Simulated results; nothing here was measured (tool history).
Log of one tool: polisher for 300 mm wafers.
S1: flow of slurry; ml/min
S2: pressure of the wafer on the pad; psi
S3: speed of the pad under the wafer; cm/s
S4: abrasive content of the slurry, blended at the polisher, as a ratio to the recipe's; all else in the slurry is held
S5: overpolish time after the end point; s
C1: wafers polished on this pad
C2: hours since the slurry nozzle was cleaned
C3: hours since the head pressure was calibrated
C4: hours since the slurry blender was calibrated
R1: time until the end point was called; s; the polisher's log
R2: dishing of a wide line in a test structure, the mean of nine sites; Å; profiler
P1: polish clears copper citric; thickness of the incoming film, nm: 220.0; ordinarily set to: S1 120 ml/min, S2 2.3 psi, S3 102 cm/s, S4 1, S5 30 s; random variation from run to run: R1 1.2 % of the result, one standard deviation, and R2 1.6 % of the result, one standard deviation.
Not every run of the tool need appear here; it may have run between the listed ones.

| run | hour | S1 | S2 | S3 | S4 | S5 | C1 | C2 | C3 | C4 | R1 | R2 |
|---|---|---|---|---|---|---|---|---|---|---|---|---|
| 1 | 14.4 | 120 | 2.3 | 102 | 1 | 30 | 1082 | 403.8 | 221 | 266.6 | 121.04 | 382.77 |
| 2 | 27.5 | 120 | 2.3 | 102 | 1 | 51 | 1203 | 416.9 | 234.1 | 279.7 | 117.7 | 609.59 |
| 3 | 42.1 | 170 | 2.3 | 102 | 1.4 | 30 | 1337 | 431.5 | 248.7 | 294.3 | 103.81 | 434.96 |
| 4 | 57.8 | 160 | 2.3 | 102 | 1 | 30 | 1481 | 447.2 | 264.4 | 310 | 111.48 | 408.72 |
| 5 | 71.8 | 120 | 2.3 | 102 | 1 | 30 | 1609 | 461.2 | 278.4 | 324 | 119.28 | 385.28 |
| 6 | 81.7 | 120 | 3.4 | 102 | 1 | 30 | 1700 | 471.1 | 288.3 | 333.9 | 82.163 | 547.58 |
| 7 | 97.8 | 120 | 2.3 | 102 | 1 | 30 | 1848 | 487.2 | 304.4 | 350 | 120.13 | 389.9 |
| 8 | 113.5 | 120 | 2.3 | 102 | 0.5 | 30 | 1992 | 502.9 | 320.1 | 365.7 | 139.59 | 346.74 |
| 9 | 126.6 | 120 | 2.3 | 102 | 1 | 30 | 2112 | 516 | 333.2 | 378.8 | 120.14 | 389.17 |
| 10 | 137.6 | 120 | 2.3 | 146 | 1 | 30 | 2213 | 527 | 344.2 | 389.8 | 83.36 | 518.09 |
| 11 | 148.2 | 120 | 2.3 | 102 | 1 | 30 | 2310 | 537.6 | 354.8 | 400.4 | 118.82 | 392.13 |
| 12 | 158.9 | 120 | 1.5 | 102 | 1 | 30 | 2409 | 548.3 | 365.5 | 411.1 | 179.18 | 260.43 |
| 13 | 171.3 | 70 | 3.2 | 102 | 1 | 30 | 2522 | 560.7 | 377.9 | 423.5 | 101.91 | 437.93 |
| 14 | 180 | 120 | 2.3 | 102 | 1 | 9 | 2602 | 569.4 | 386.6 | 432.2 | 120.05 | 125.27 |
| 15 | 188.8 | 70 | 2.3 | 102 | 1 | 30 | 2683 | 578.2 | 395.4 | 441 | 136.16 | 344.11 |
| 16 | 199.5 | 120 | 2.3 | 102 | 1.25 | 30 | 2781 | 588.9 | 406.1 | 451.7 | 115.18 | 404.73 |
|  | 207.1 | head pressure recalibrated |
| 17 | 210.5 | 120 | 2.3 | 102 | 1 | 30 | 2882 | 599.9 | 3.5 | 462.7 | 119.06 | 380.69 |
| 18 | 226 | 120 | 2.3 | 102 | 1 | 30 | 3024 | 615.4 | 19 | 478.2 | 119.62 | 382.63 |
| 19 | 240.5 | 120 | 2.3 | 46 | 1 | 30 | 3157 | 629.9 | 33.5 | 492.7 | 247.86 | 193.18 |
| 20 | 256.3 | 120 | 3.1 | 126 | 1 | 30 | 3302 | 645.7 | 49.3 | 508.5 | 72.997 | 598.83 |
| 21 | 267.4 | 120 | 2.3 | 102 | 1 | 30 | 3404 | 656.8 | 60.4 | 519.6 | 119.44 | 386.39 |
| 22 | 281.4 | 120 | 2.3 | 102 | 1 | 30 | 3533 | 670.8 | 74.4 | 533.6 | 124.58 | 373.28 |
| 23 | 288.9 | 120 | 2.3 | 102 | 1 | 30 | 3602 | 678.3 | 81.9 | 541.1 | 125.35 | 371.99 |
| 24 | 301.2 | 120 | 2.3 | 102 | 1 | 30 | 3715 | 690.6 | 94.2 | 553.4 | 129.58 | 371.18 |
|  | 302.9 | worn pad replaced by a new one |
|  | 308 | head pressure recalibrated |
| 25 | 312.3 | 120 | 2.3 | 102 | 1 | 30 | 86 | 701.7 | 4.4 | 564.5 | 132.34 | 360.9 |
| 26 | 319.5 | 120 | 2.3 | 102 | 1 | 30 | 152 | 708.9 | 11.6 | 571.7 | 128.67 | 352.16 |
| 27 | 332.4 | 120 | 2.3 | 102 | 1 | 30 | 271 | 721.8 | 24.5 | 584.6 | 132.03 | 343.09 |
| 28 | 345.2 | 120 | 2.3 | 102 | 1 | 30 | 388 | 734.6 | 37.3 | 597.4 | 131.82 | 352.3 |

What P1 gives has crept away from where it was. These 2 causes fit the log equally well, each at the size given:
A: slurry flow missing at the pad, % = 30.1
B: abrasive missing from the slurry, % = 34.7
The onset of the drift is placed at about hour 267.4.
Each remaining cause and why it is not a fit:
removal rate lost through wear of the pad, %: was serviced at hour 302.9, once the creep was under way, yet the earlier output never came back
head's pressure below its setpoint, %: was serviced at hour 308, once the creep was under way, yet the earlier output never came back

Of the 4 check runs below, each run on 3 wafers with the results averaged and each result still a question mark, which one would tell the listed causes apart?
| check 1 | 358 | 120 | 3 | 102 | 0.6 | 30 |  |  |  |  | ? | ? |
| check 2 | 358 | 70 | 1.6 | 102 | 1 | 30 |  |  |  |  | ? | ? |
| check 3 | 358 | 120 | 2.3 | 46 | 1 | 30 |  |  |  |  | ? | ? |
| check 4 | 358 | 120 | 2.3 | 60 | 1 | 10 |  |  |  |  | ? | ? |

If the cause were each of the candidates in turn, the checks would give the following:
| check | result | if A | if B |
|---|---|---|---|
| check 1 | R1 | 112.08 | 111.41 |
| check 1 | R2 | 414.1 | 416.31 |
| check 2 | R1 | 225.5 | 214.23 |
| check 2 | R2 | 214.17 | 224.54 |
| check 3 | R1 | 279.09 | 279.02 |
| check 3 | R2 | 177.62 | 177.66 |
| check 4 | R1 | 217.28 | 217.23 |
| check 4 | R2 | 78.29 | 78.307 |
How far apart the two closest causes lie, in the result that separates them most: check 1 0.6 %; check 2 5.13 %; check 3 0.02 %; check 4 0.02 %
Check 2 tells the causes apart: in the others they would give nearly the same result.

Check 2 was carried out, with these results: R1 215.16 s; R2 221.66 Å. Which of the listed causes is responsible?

It is B: abrasive missing from the slurry, %.
